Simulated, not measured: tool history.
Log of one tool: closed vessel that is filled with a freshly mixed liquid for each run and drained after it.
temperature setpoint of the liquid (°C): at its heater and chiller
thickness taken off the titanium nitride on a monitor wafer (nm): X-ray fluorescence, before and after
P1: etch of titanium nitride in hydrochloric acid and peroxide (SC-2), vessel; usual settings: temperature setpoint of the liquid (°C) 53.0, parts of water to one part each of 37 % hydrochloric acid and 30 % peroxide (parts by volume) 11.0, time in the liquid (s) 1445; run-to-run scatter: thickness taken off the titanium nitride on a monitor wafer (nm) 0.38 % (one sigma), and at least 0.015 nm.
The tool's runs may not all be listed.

run	hour	temperature setpoint of the liquid (°C)	parts of water to one part each of 37 % hydrochloric acid and 30 % peroxide (parts by volume)	time in the liquid (s)	hours since the thermometer was replaced	hours since the chemicals flow meter was replaced	hours since the drum of peroxide was connected	thickness taken off the titanium nitride on a monitor wafer (nm)
1	2.3	53.0	11.0	1445	300.2	298.6	304.7	25.8230
2	5.9	53.0	11.0	1445	303.8	302.2	308.3	25.7890
3	9.8	53.0	11.0	1445	307.7	306.1	312.2	25.6570
4	14.5	53.0	11.0	2360	312.4	310.8	316.9	42.0510
5	16.9	53.0	4.0	1445	314.8	313.2	319.3	55.8150
6	21.3	53.0	11.0	575	319.2	317.6	323.7	10.2300
# hour 22.4: new drum of peroxide connected
7	24.3	65.0	11.0	1445	322.2	320.6	1.9	54.6900
8	28.6	53.0	11.0	1445	326.5	324.9	6.2	25.6390
9	31.4	38.5	11.0	1445	329.3	327.7	9.0	9.4846
10	36.3	53.0	11.0	1445	334.2	332.6	13.9	25.4020
11	39.8	53.0	17.5	1445	337.7	336.1	17.4	17.1580
12	43.5	37.5	4.0	1445	341.4	339.8	21.1	19.2530
13	45.7	53.0	11.0	1445	343.6	342.0	23.3	25.7160
14	49.7	53.0	11.0	1445	347.6	346.0	27.3	25.5400
15	53.5	53.0	11.0	1445	351.4	349.8	31.1	24.5810
16	56.2	53.0	11.0	1445	354.1	352.5	33.8	24.4110
17	59.2	53.0	11.0	1445	357.1	355.5	36.8	23.7850
18	62.7	53.0	11.0	1445	360.6	359.0	40.3	23.3540
# hour 66.9: new drum of peroxide connected
19	67.4	53.0	11.0	1445	365.3	363.7	0.5	23.2170
20	69.8	53.0	11.0	1445	367.7	366.1	2.9	23.3800
21	73.8	53.0	11.0	1445	371.7	370.1	6.9	23.0430

Forecast run 22:
22	76.0	53.0	11.0	1445	373.9	372.3	9.1	?

thickness taken off the titanium nitride on a monitor wafer (nm): 23.0720

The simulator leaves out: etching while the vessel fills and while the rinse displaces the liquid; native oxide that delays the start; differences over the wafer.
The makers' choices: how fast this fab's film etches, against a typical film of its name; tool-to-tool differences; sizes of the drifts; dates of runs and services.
